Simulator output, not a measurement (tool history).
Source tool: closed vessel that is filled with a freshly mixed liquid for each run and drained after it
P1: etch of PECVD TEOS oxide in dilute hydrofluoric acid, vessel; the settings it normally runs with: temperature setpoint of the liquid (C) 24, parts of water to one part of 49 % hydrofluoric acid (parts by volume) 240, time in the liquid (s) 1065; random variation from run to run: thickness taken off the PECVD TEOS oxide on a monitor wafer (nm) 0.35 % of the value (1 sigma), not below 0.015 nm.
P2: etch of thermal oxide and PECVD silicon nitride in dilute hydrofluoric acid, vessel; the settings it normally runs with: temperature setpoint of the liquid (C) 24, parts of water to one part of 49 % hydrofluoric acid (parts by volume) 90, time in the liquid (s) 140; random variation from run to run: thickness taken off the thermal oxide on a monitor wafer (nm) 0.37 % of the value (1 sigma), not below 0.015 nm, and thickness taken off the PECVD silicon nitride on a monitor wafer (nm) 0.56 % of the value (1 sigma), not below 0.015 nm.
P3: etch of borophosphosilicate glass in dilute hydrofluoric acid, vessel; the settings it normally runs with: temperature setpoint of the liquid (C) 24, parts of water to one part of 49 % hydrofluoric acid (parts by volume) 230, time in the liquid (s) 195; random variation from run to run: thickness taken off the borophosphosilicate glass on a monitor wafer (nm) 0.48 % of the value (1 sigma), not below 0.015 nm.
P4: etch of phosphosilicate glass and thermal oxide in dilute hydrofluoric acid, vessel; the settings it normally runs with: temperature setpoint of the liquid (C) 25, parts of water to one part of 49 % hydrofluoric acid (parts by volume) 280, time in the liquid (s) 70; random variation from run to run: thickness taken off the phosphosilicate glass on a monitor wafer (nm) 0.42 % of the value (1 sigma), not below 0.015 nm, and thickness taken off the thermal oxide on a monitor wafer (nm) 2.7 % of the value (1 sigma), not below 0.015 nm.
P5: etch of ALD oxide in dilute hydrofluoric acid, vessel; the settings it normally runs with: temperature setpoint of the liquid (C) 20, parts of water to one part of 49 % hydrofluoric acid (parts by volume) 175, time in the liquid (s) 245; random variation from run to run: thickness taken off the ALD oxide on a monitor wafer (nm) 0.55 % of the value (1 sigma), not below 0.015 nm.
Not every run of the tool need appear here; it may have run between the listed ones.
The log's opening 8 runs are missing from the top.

run,day,process that ran,temperature setpoint of the liquid (C),parts of water to one part of 49 % hydrofluoric acid (parts by volume),time in the liquid (s),hours since the thermometer was replaced,hours since the hydrofluoric acid flow meter was replaced,thickness taken off the PECVD TEOS oxide on a monitor wafer (nm),thickness taken off the phosphosilicate glass on a monitor wafer (nm),thickness taken off the thermal oxide on a monitor wafer (nm),thickness taken off the ALD oxide on a monitor wafer (nm),thickness taken off the borophosphosilicate glass on a monitor wafer (nm),thickness taken off the PECVD silicon nitride on a monitor wafer (nm)
9,2.962,P2,24,90,70,1053.7,473.6,,,3.9081,,,2.9999
10,3.175,P1,24,240,1065,1058.8,478.7,33.2640,,,,,
11,3.571,P1,17,240,1065,1068.3,488.2,25.6420,,,,,
12,3.821,P3,24,230,195,1074.3,494.2,,,,,31.062,
13,4.217,P1,32,240,1065,1083.8,503.7,43.8880,,,,,
14,4.592,P1,30,100,1065,1092.8,512.7,117.3000,,,,,
15,5.021,P1,24,130,1065,1103.1,523.0,68.9490,,,,,
16,5.462,P1,24,340,1065,1113.7,533.6,21.2720,,,,,
17,5.771,P2,17,90,140,1121.1,541.0,,,5.8694,,,3.7705
18,6.133,P5,20,75,245,1129.8,549.7,,,,35.2490,,
19,6.412,P1,24,80,75,1136.5,556.4,8.4606,,,,,

Run 20 is up next; what results do you expect?
20,6.629,P5,20,175,245,1141.7,561.6,,,,?,,

thickness taken off the ALD oxide on a monitor wafer (nm): 13.6000
